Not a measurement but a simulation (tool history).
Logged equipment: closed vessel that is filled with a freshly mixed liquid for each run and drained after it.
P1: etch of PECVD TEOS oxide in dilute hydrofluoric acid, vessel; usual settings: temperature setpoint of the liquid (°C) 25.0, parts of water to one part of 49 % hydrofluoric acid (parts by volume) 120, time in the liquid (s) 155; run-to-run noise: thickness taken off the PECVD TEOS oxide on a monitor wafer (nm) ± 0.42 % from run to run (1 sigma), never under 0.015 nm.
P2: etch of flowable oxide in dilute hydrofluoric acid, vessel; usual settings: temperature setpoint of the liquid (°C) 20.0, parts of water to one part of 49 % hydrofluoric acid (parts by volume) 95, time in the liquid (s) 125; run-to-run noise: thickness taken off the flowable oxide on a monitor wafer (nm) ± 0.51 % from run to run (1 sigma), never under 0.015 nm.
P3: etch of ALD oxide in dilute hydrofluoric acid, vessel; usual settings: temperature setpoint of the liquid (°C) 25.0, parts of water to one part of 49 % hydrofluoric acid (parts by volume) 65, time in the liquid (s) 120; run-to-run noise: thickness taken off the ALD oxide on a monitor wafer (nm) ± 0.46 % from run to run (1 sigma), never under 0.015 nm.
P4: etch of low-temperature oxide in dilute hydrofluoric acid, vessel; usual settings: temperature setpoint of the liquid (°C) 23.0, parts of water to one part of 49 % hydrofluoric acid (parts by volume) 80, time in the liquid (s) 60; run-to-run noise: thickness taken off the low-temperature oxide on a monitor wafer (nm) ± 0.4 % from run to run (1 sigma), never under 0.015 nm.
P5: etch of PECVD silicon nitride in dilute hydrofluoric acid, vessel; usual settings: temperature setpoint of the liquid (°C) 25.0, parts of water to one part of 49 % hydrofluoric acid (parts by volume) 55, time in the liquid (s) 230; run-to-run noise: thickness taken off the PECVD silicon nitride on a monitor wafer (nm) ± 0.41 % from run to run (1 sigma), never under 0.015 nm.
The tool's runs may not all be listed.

| run | hour | process that ran | temperature setpoint of the liquid (°C) | parts of water to one part of 49 % hydrofluoric acid (parts by volume) | time in the liquid (s) | hours since the thermometer was replaced | hours since the hydrofluoric acid flow meter was replaced | thickness taken off the PECVD TEOS oxide on a monitor wafer (nm) | thickness taken off the ALD oxide on a monitor wafer (nm) | thickness taken off the flowable oxide on a monitor wafer (nm) | thickness taken off the PECVD silicon nitride on a monitor wafer (nm) | thickness taken off the low-temperature oxide on a monitor wafer (nm) |
|---|---|---|---|---|---|---|---|---|---|---|---|---|
| 1 | 6.3 | P1 | 25.0 | 120 | 155 | 246.2 | 389.4 | 11.3090 |  |  |  |  |
| 2 | 15.6 | P1 | 25.0 | 120 | 235 | 255.5 | 398.7 | 17.1750 |  |  |  |  |
| 3 | 25.5 | P1 | 25.0 | 120 | 30 | 265.4 | 408.6 | 2.2132 |  |  |  |  |
| 4 | 33.7 | P3 | 20.5 | 65 | 120 | 273.6 | 416.8 |  | 20.7790 |  |  |  |
| 5 | 41.6 | P1 | 19.0 | 120 | 155 | 281.5 | 424.7 | 8.9313 |  |  |  |  |
| 6 | 48.7 | P3 | 25.0 | 110 | 120 | 288.6 | 431.8 |  | 13.9870 |  |  |  |
| 7 | 55.4 | P1 | 29.5 | 45 | 155 | 295.3 | 438.5 | 39.8300 |  |  |  |  |
| 8 | 65.5 | P3 | 25.0 | 65 | 30 | 305.4 | 448.6 |  | 6.2453 |  |  |  |
| 9 | 71.7 | P2 | 20.0 | 95 | 30 | 311.6 | 454.8 |  |  | 6.3121 |  |  |
| 10 | 77.8 | P1 | 25.0 | 20 | 155 | 317.7 | 460.9 | 77.8110 |  |  |  |  |
| 11 | 83.7 | P2 | 20.0 | 20 | 125 | 323.6 | 466.8 |  |  | 136.7500 |  |  |
| 12 | 89.1 | P5 | 25.0 | 55 | 230 | 329.0 | 472.2 |  |  |  | 14.622 |  |
| 13 | 93.5 | P4 | 23.0 | 80 | 100 | 333.4 | 476.6 |  |  |  |  | 14.5960 |
| 14 | 99.1 | P2 | 20.0 | 95 | 125 | 339.0 | 482.2 |  |  | 26.2700 |  |  |
| 15 | 108.8 | P4 | 23.0 | 80 | 60 | 348.7 | 491.9 |  |  |  |  | 8.7008 |
| 16 | 117.4 | P2 | 20.0 | 95 | 125 | 357.3 | 500.5 |  |  | 26.0840 |  |  |
| 17 | 127.5 | P5 | 19.5 | 55 | 230 | 367.4 | 510.6 |  |  |  | 10.069 |  |
| 18 | 136.0 | P5 | 25.0 | 20 | 230 | 375.9 | 519.1 |  |  |  | 38.888 |  |

Run 19 comes next. What will it give?
| 19 | 141.6 | P1 | 25.0 | 120 | 155 | 381.5 | 524.7 | ? |  |  |  |  |

Run 19 yielded thickness taken off the PECVD TEOS oxide on a monitor wafer (nm) 11.2910.

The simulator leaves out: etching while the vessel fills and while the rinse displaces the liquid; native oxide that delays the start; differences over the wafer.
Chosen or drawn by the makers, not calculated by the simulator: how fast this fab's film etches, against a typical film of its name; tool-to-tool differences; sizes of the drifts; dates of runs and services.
